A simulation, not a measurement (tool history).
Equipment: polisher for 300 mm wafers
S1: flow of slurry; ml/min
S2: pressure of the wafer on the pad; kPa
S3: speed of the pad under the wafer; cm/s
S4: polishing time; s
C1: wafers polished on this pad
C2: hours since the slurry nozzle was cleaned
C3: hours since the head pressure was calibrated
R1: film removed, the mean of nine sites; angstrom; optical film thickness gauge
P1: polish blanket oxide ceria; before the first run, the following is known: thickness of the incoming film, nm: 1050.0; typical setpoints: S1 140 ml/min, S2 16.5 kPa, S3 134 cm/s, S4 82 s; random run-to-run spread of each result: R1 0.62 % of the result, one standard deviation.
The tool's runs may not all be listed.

{"run": 1, "day": 0.429, "S1": 140, "S2": 16.5, "S3": 134, "S4": 82, "C1": 271, "C2": 263.1, "C3": 744.0, "R1": 3737.6}
{"run": 2, "day": 0.833, "S1": 140, "S2": 16.5, "S3": 134, "S4": 82, "C1": 347, "C2": 272.8, "C3": 753.7, "R1": 3734.0}
{"run": 3, "day": 1.15, "S1": 140, "S2": 16.5, "S3": 134, "S4": 82, "C1": 407, "C2": 280.4, "C3": 761.3, "R1": 3716.2}
{"run": 4, "day": 1.592, "S1": 140, "S2": 16.5, "S3": 134, "S4": 82, "C1": 490, "C2": 291.0, "C3": 771.9, "R1": 3710.0}
{"run": 5, "day": 2.1, "S1": 140, "S2": 16.5, "S3": 62, "S4": 82, "C1": 586, "C2": 303.2, "C3": 784.1, "R1": 1713.4}
{"run": 6, "day": 2.438, "S1": 140, "S2": 16.5, "S3": 134, "S4": 82, "C1": 649, "C2": 311.3, "C3": 792.2, "R1": 3748.1}
{"run": 7, "day": 2.946, "S1": 140, "S2": 24.1, "S3": 134, "S4": 82, "C1": 745, "C2": 323.5, "C3": 804.4, "R1": 5439.6}
{"run": 8, "day": 3.375, "S1": 140, "S2": 16.5, "S3": 134, "S4": 82, "C1": 826, "C2": 333.8, "C3": 814.7, "R1": 3729.2}
{"run": 9, "day": 4.033, "S1": 200, "S2": 16.5, "S3": 134, "S4": 82, "C1": 950, "C2": 349.6, "C3": 830.5, "R1": 3931.7}
{"run": 10, "day": 4.646, "S1": 140, "S2": 16.5, "S3": 134, "S4": 129, "C1": 1065, "C2": 364.3, "C3": 845.2, "R1": 5871.1}
{"run": 11, "day": 5.058, "S1": 140, "S2": 16.5, "S3": 94, "S4": 112, "C1": 1143, "C2": 374.2, "C3": 855.1, "R1": 3562.2}
{"run": 12, "day": 5.4, "S1": 85, "S2": 16.5, "S3": 134, "S4": 82, "C1": 1207, "C2": 382.4, "C3": 863.3, "R1": 3325.8}
{"run": 13, "day": 5.954, "S1": 140, "S2": 16.5, "S3": 134, "S4": 48, "C1": 1312, "C2": 395.7, "C3": 876.6, "R1": 2196.2}
{"day": 5.983, "done": "slurry nozzle cleaned"}
{"run": 14, "day": 6.471, "S1": 140, "S2": 16.5, "S3": 210, "S4": 82, "C1": 1409, "C2": 11.7, "C3": 889.0, "R1": 5823.0}
{"run": 15, "day": 6.967, "S1": 140, "S2": 16.5, "S3": 134, "S4": 82, "C1": 1503, "C2": 23.6, "C3": 900.9, "R1": 3704.2}
{"run": 16, "day": 7.292, "S1": 140, "S2": 12.4, "S3": 134, "S4": 82, "C1": 1564, "C2": 31.4, "C3": 908.7, "R1": 2833.4}

Run 17 comes next. What will it give?
{"run": 17, "day": 7.821, "S1": 140, "S2": 16.5, "S3": 134, "S4": 82, "C1": 1664, "C2": 44.1, "C3": 921.4, "R1": "?"}

R1: 3703.8 angstrom
